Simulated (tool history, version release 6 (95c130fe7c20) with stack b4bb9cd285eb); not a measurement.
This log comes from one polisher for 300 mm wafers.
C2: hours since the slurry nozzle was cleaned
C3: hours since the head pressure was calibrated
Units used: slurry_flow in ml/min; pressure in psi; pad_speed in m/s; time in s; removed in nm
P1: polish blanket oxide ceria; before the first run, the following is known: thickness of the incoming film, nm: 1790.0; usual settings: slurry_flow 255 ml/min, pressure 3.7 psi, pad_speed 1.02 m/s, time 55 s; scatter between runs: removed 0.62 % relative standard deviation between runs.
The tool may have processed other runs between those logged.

{"run": 1, "hour": 5.1, "slurry_flow": 255, "pressure": 3.7, "pad_speed": 1.02, "time": 55, "wafers polished on this pad": 522, "C2": 526, "C3": 665.6, "removed": 259.73}
{"run": 2, "hour": 12.1, "slurry_flow": 255, "pressure": 3.7, "pad_speed": 1.6, "time": 55, "wafers polished on this pad": 611, "C2": 533, "C3": 672.6, "removed": 409.2}
{"run": 3, "hour": 17.9, "slurry_flow": 325, "pressure": 3.7, "pad_speed": 1.02, "time": 55, "wafers polished on this pad": 685, "C2": 538.8, "C3": 678.4, "removed": 265.08}
{"run": 4, "hour": 22.1, "slurry_flow": 255, "pressure": 3.7, "pad_speed": 0.48, "time": 55, "wafers polished on this pad": 738, "C2": 543, "C3": 682.6, "removed": 121.48}
{"run": 5, "hour": 29.2, "slurry_flow": 255, "pressure": 3.7, "pad_speed": 1.02, "time": 55, "wafers polished on this pad": 828, "C2": 550.1, "C3": 689.7, "removed": 257.83}
{"hour": 36.0, "done": "slurry nozzle cleaned"}
{"run": 6, "hour": 37.3, "slurry_flow": 255, "pressure": 3.7, "pad_speed": 1.02, "time": 55, "wafers polished on this pad": 931, "C2": 1.4, "C3": 697.8, "removed": 258.57}
{"run": 7, "hour": 44.1, "slurry_flow": 255, "pressure": 3.7, "pad_speed": 1.02, "time": 55, "wafers polished on this pad": 1017, "C2": 8.2, "C3": 704.6, "removed": 260.52}
{"hour": 48.0, "done": "head pressure recalibrated"}
{"run": 8, "hour": 48.6, "slurry_flow": 255, "pressure": 3.7, "pad_speed": 1.02, "time": 83, "wafers polished on this pad": 1074, "C2": 12.7, "C3": 0.6, "removed": 387.77}
{"run": 9, "hour": 55.0, "slurry_flow": 155, "pressure": 3.7, "pad_speed": 1.02, "time": 55, "wafers polished on this pad": 1155, "C2": 19.1, "C3": 7, "removed": 239.65}
{"run": 10, "hour": 59.2, "slurry_flow": 255, "pressure": 3.7, "pad_speed": 1.02, "time": 55, "wafers polished on this pad": 1209, "C2": 23.3, "C3": 11.2, "removed": 257.93}
{"run": 11, "hour": 63.8, "slurry_flow": 255, "pressure": 4.9, "pad_speed": 1.02, "time": 77, "wafers polished on this pad": 1267, "C2": 27.9, "C3": 15.8, "removed": 480.33}
{"run": 12, "hour": 67.5, "slurry_flow": 255, "pressure": 5.7, "pad_speed": 1.02, "time": 55, "wafers polished on this pad": 1314, "C2": 31.6, "C3": 19.5, "removed": 398.2}
{"run": 13, "hour": 75.2, "slurry_flow": 255, "pressure": 3.7, "pad_speed": 1.02, "time": 55, "wafers polished on this pad": 1412, "C2": 39.3, "C3": 27.2, "removed": 260.47}
{"run": 14, "hour": 79.5, "slurry_flow": 255, "pressure": 2.1, "pad_speed": 1.02, "time": 55, "wafers polished on this pad": 1466, "C2": 43.6, "C3": 31.5, "removed": 146.58}
{"run": 15, "hour": 83.2, "slurry_flow": 255, "pressure": 3.7, "pad_speed": 1.02, "time": 26, "wafers polished on this pad": 1513, "C2": 47.3, "C3": 35.2, "removed": 123.51}
{"run": 16, "hour": 90.2, "slurry_flow": 255, "pressure": 3.7, "pad_speed": 1.02, "time": 55, "wafers polished on this pad": 1602, "C2": 54.3, "C3": 42.2, "removed": 255.89}
{"run": 17, "hour": 95.3, "slurry_flow": 255, "pressure": 3.7, "pad_speed": 1.02, "time": 55, "wafers polished on this pad": 1667, "C2": 59.4, "C3": 47.3, "removed": 253.34}
{"run": 18, "hour": 101.9, "slurry_flow": 255, "pressure": 3.7, "pad_speed": 1.02, "time": 55, "wafers polished on this pad": 1750, "C2": 66, "C3": 53.9, "removed": 250.92}

Run 19 comes next. What will it give?
{"run": 19, "hour": 110.4, "slurry_flow": 255, "pressure": 3.7, "pad_speed": 1.02, "time": 55, "wafers polished on this pad": 1858, "C2": 74.5, "C3": 62.4, "removed": "?"}

removed: 249.24 nm
